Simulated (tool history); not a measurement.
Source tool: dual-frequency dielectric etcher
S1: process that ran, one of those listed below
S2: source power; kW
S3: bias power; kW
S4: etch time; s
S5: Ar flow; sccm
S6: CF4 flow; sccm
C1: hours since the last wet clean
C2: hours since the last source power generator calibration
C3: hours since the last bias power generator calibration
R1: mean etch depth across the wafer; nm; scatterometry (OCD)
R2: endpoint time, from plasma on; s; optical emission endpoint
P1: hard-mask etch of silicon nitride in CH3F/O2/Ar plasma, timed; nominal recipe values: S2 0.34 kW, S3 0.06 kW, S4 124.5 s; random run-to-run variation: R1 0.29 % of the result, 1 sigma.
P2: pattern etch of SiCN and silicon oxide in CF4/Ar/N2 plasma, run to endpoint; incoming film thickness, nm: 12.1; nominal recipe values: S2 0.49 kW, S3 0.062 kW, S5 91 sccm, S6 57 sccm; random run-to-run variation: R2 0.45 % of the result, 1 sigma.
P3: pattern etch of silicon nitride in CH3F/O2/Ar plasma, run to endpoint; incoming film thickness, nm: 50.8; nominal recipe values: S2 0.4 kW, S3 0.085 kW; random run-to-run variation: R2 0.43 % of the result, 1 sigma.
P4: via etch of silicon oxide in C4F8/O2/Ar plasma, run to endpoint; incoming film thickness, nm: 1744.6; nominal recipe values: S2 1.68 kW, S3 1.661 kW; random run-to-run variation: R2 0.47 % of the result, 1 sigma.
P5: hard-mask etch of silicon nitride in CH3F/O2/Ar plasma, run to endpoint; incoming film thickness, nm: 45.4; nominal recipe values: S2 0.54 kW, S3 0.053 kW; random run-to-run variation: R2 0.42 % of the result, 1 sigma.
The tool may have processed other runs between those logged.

run	day	S1	S2	S3	S4	S5	S6	C1	C2	C3	R1	R2
1	0.546	P1	0.34	0.06	124.5			93.5	1525.9	1536.9	77.093	
2	0.933	P1	0.34	0.074	98			102.8	1535.2	1546.2	65.42	
3	1.233	P2	0.49	0.062		91	57	110	1542.4	1553.4		13.57
4	1.571	P1	0.34	0.06	124.5			118.1	1550.5	1561.5	77.817	
5	1.875	P1	0.4	0.06	124.5			125.4	1557.8	1568.8	82.477	
# day 2.354: source power generator calibrated
6	2.425	P4	1.68	2.343				138.6	1.8	1582		355.85
7	3.033	P3	0.4	0.061				153.2	16.4	1596.6		79.074
8	3.396	P1	0.34	0.06	124.5			161.9	25.1	1605.3	77.102	
9	3.883	P1	0.34	0.06	72			173.6	36.8	1617	44.69	
10	4.254	P4	1.68	1.661				182.5	45.7	1625.9		387.26
11	4.604	P3	0.4	0.085				190.9	54.1	1634.3		70.198
12	4.896	P4	2.38	1.661				197.9	61.1	1641.3		339.23
13	5.471	P5	0.54	0.037				211.7	74.9	1655.1		70.946
14	6.05	P2	0.49	0.043		91	57	225.6	88.8	1669		15.397
15	6.379	P4	1.68	1.661				233.5	96.7	1676.9		392.76
16	6.875	P2	0.49	0.062		61	57	245.4	108.6	1688.8		12.885
17	7.246	P2	0.37	0.062		91	57	254.3	117.5	1697.7		17.567
18	7.729	P1	0.34	0.038	124.5			265.9	129.1	1709.3	66.853	
19	8.083	P3	0.51	0.085				274.4	137.6	1717.8		64.3
20	8.433	P2	0.49	0.062		91	45	282.8	146	1726.2		14.19
21	8.9	P1	0.34	0.073	124.5			294	157.2	1737.4	83.014	
22	9.512	P5	0.54	0.053				308.7	171.9	1752.1		63.741
23	9.888	P1	0.34	0.06	154			317.7	180.9	1761.1	95.808	
24	10.367	P5	0.77	0.053				329.2	192.4	1772.6		55.876
25	10.967	P1	0.34	0.06	124.5			343.6	206.8	1787	77.592	
26	11.379	P1	0.27	0.06	124.5			353.5	216.7	1796.9	70.821	
27	11.842	P1	0.34	0.06	124.5			364.6	227.8	1808	77.542	
28	12.258	P1	0.34	0.06	124.5			374.6	237.8	1818	77.393	
29	12.708	P1	0.34	0.06	124.5			385.4	248.6	1828.8	78.228	
30	13.075	P1	0.34	0.06	124.5			394.2	257.4	1837.6	77.716	
31	13.596	P1	0.34	0.06	124.5			406.7	269.9	1850.1	78.797	
32	13.967	P1	0.34	0.06	124.5			415.6	278.8	1859	78.15	
33	14.479	P1	0.34	0.06	124.5			427.9	291.1	1871.3	78.254	
34	14.846	P1	0.34	0.06	124.5			436.7	299.9	1880.1	78.966	
# day 15.321: wet clean of the chamber
35	15.425	P1	0.34	0.06	124.5			2.6	313.8	1894	78.514	
36	15.821	P1	0.34	0.06	124.5			12.1	323.3	1903.5	78.358	
37	16.183	P1	0.34	0.06	124.5			20.8	332	1912.2	78.692	
38	16.688	P1	0.34	0.06	124.5			32.9	344.1	1924.3	78.411	

Something has made what P1 gives creep away from where it was; the 2 causes below, each at its own stated size, fit the log equally well:
A: source power that arrives over what is set, % = 3.91
B: bias power that arrives over what is set, % = 4.48
At approximately day 12.258, the process output began to creep.
Other possible causes, and why each is ruled out:
chamber walls in a state that raises the etch rate, %: serviced at day 15.321, which brought nothing back

The list below offers 4 check runs, each averaging the results of 3 wafers, and shows each result as a question mark. For which of them would the listed causes give clearly different results?
check 1	17.192	P5	0.54	0.042								?
check 2	17.192	P3	0.48	0.085								?
check 3	17.192	P4	2.06	2.318								?
check 4	17.192	P2	0.49	0.062		64	57					?

What each check would give under each cause:
check	result	if A	if B
check 1	R2	67.539	67.712
check 2	R2	64.848	64.785
check 3	R2	321.59	322.31
check 4	R2	12.517	12.775
Minimum pairwise separation of causes per check, each pair taken at its best-separating result: check 1 0.26 %; check 2 0.1 %; check 3 0.22 %; check 4 2.04 %
Check 4 distinguishes between the causes, while the remaining checks would return nearly the same result for all of them.

Check 4 has now been run. It gave: R2 12.535 s. Which of the candidate causes is it?

The correct cause is A, namely: source power that arrives over what is set, %.

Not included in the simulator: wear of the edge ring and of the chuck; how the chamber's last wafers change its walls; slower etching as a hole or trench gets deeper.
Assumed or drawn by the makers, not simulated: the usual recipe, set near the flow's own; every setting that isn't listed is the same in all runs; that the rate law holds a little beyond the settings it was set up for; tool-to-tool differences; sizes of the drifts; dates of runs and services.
